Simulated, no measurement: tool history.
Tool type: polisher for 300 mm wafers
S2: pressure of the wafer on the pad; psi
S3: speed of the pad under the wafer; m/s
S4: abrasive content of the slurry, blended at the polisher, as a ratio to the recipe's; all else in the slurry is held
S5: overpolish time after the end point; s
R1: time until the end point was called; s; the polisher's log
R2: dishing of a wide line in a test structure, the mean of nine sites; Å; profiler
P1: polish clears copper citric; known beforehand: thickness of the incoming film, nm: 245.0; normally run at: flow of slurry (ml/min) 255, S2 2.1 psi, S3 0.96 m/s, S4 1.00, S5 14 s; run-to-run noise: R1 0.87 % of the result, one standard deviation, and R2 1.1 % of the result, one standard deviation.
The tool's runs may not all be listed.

run 1 hour=10.0 | flow_of_slurry_(ml/min)=255 S2=2.1 S3=0.96 S4=1.00 S5=14 | R1=183.93 R2=140.370
run 2 hour=21.1 | flow_of_slurry_(ml/min)=255 S2=2.1 S3=0.96 S4=1.00 S5=14 | R1=182.78 R2=138.010
run 3 hour=32.0 | flow_of_slurry_(ml/min)=255 S2=2.1 S3=0.96 S4=1.00 S5=4 | R1=184.14 R2=41.713
run 4 hour=41.0 | flow_of_slurry_(ml/min)=180 S2=2.1 S3=0.96 S4=0.80 S5=14 | R1=201.60 R2=130.700
run 5 hour=50.1 | flow_of_slurry_(ml/min)=255 S2=2.1 S3=0.96 S4=1.00 S5=14 | R1=183.31 R2=138.630
run 6 hour=62.0 | flow_of_slurry_(ml/min)=255 S2=2.1 S3=1.48 S4=1.00 S5=14 | R1=121.86 R2=209.830
run 7 hour=72.3 | flow_of_slurry_(ml/min)=255 S2=2.1 S3=0.96 S4=0.55 S5=14 | R1=206.39 R2=123.320
run 8 hour=88.5 | flow_of_slurry_(ml/min)=155 S2=2.1 S3=0.96 S4=1.00 S5=14 | R1=195.21 R2=131.260
run 9 hour=101.5 | flow_of_slurry_(ml/min)=255 S2=2.1 S3=0.96 S4=1.00 S5=14 | R1=181.74 R2=138.100
run 10 hour=109.3 | flow_of_slurry_(ml/min)=255 S2=2.1 S3=0.96 S4=1.00 S5=14 | R1=182.17 R2=139.930
run 11 hour=120.5 | flow_of_slurry_(ml/min)=255 S2=2.1 S3=0.96 S4=1.25 S5=14 | R1=174.78 R2=147.330
run 12 hour=128.0 | flow_of_slurry_(ml/min)=255 S2=2.1 S3=0.96 S4=1.00 S5=14 | R1=185.58 R2=137.890
run 13 hour=139.2 | flow_of_slurry_(ml/min)=255 S2=2.1 S3=0.96 S4=1.00 S5=24 | R1=183.66 R2=226.590
run 14 hour=149.7 | flow_of_slurry_(ml/min)=325 S2=2.1 S3=0.96 S4=1.00 S5=14 | R1=178.65 R2=141.140
run 15 hour=163.4 | flow_of_slurry_(ml/min)=255 S2=1.0 S3=0.96 S4=1.00 S5=14 | R1=374.31 R2=70.460
run 16 hour=176.9 | flow_of_slurry_(ml/min)=255 S2=1.5 S3=0.96 S4=1.45 S5=14 | R1=232.87 R2=110.380
run 17 hour=184.6 | flow_of_slurry_(ml/min)=255 S2=2.1 S3=0.44 S4=1.00 S5=14 | R1=377.40 R2=69.182
run 18 hour=201.7 | flow_of_slurry_(ml/min)=255 S2=3.1 S3=0.96 S4=1.00 S5=14 | R1=126.71 R2=200.570
run 19 hour=212.2 | flow_of_slurry_(ml/min)=255 S2=2.1 S3=0.96 S4=1.00 S5=14 | R1=184.51 R2=139.990
run 20 hour=225.9 | flow_of_slurry_(ml/min)=255 S2=2.1 S3=0.96 S4=1.00 S5=14 | R1=182.82 R2=139.900
run 21 hour=241.6 | flow_of_slurry_(ml/min)=255 S2=2.1 S3=0.96 S4=1.00 S5=14 | R1=185.32 R2=138.930
run 22 hour=252.8 | flow_of_slurry_(ml/min)=255 S2=2.1 S3=0.96 S4=1.00 S5=14 | R1=188.87 R2=135.410
run 23 hour=266.0 | flow_of_slurry_(ml/min)=255 S2=2.1 S3=0.96 S4=1.00 S5=14 | R1=190.17 R2=133.460
run 24 hour=278.3 | flow_of_slurry_(ml/min)=255 S2=2.1 S3=0.96 S4=1.00 S5=14 | R1=193.84 R2=134.160
-- hour=278.7 head pressure recalibrated
run 25 hour=286.0 | flow_of_slurry_(ml/min)=255 S2=2.1 S3=0.96 S4=1.00 S5=14 | R1=193.90 R2=133.830
-- hour=289.3 slurry blender recalibrated
run 26 hour=299.3 | flow_of_slurry_(ml/min)=255 S2=2.1 S3=0.96 S4=1.00 S5=14 | R1=191.50 R2=132.740
run 27 hour=310.3 | flow_of_slurry_(ml/min)=255 S2=2.1 S3=0.96 S4=1.00 S5=14 | R1=193.24 R2=133.210
run 28 hour=326.2 | flow_of_slurry_(ml/min)=255 S2=2.1 S3=0.96 S4=1.00 S5=14 | R1=191.02 R2=133.930
run 29 hour=337.1 | flow_of_slurry_(ml/min)=255 S2=2.1 S3=0.96 S4=1.00 S5=14 | R1=194.22 R2=134.010

What P1 gives has crept off from where it sat before. The 2 causes that follow fit the log equally well, each at the size noted:
A: removal rate lost through wear of the pad, % = 4.9
B: slurry flow missing at the pad, % = 32.6
Onset of the creep was near hour 212.2.
Each remaining cause and why it is not a fit:
head's pressure below its setpoint, %: work on it at hour 278.7, done after the drift set in, did not restore what the process gave before
abrasive missing from the slurry, %: work on it at hour 289.3, done after the drift set in, did not restore what the process gave before

Which of the 4 check runs listed below, each an average over 5 wafers with its results shown as question marks, gives clearly different results under the different listed causes?
run check 1 hour=348.0 | flow_of_slurry_(ml/min)=255 S2=2.1 S3=0.48 S4=0.65 S5=14 | R1=? R2=?
run check 2 hour=348.0 | flow_of_slurry_(ml/min)=255 S2=2.1 S3=0.70 S4=1.00 S5=8 | R1=? R2=?
run check 3 hour=348.0 | flow_of_slurry_(ml/min)=155 S2=2.1 S3=1.38 S4=1.00 S5=14 | R1=? R2=?
run check 4 hour=348.0 | flow_of_slurry_(ml/min)=255 S2=1.4 S3=0.96 S4=1.00 S5=14 | R1=? R2=?

Check results expected under each cause:
check=check_1 result=R1 if_A=407.13 if_B=407.12
check=check_1 result=R2 if_A=65.881 if_B=65.883
check=check_2 result=R1 if_A=260.77 if_B=260.77
check=check_2 result=R2 if_A=58.957 if_B=58.959
check=check_3 result=R1 if_A=144.82 if_B=149.13
check=check_3 result=R2 if_A=173.830 if_B=169.270
check=check_4 result=R1 if_A=283.95 if_B=283.94
check=check_4 result=R2 if_A=92.283 if_B=92.285
Per check, the gap between the least separated pair of causes, taken in the result that splits them most: check 1 0 %; check 2 0 %; check 3 2.93 %; check 4 0 %
Only in check 3 would the causes give clearly different results; in the remaining checks their results would be nearly the same.

Check 3 was carried out, with these results: R1 148.62 s; R2 168.540 Å. Which of the listed causes is responsible?

The cause is B: slurry flow missing at the pad, %.
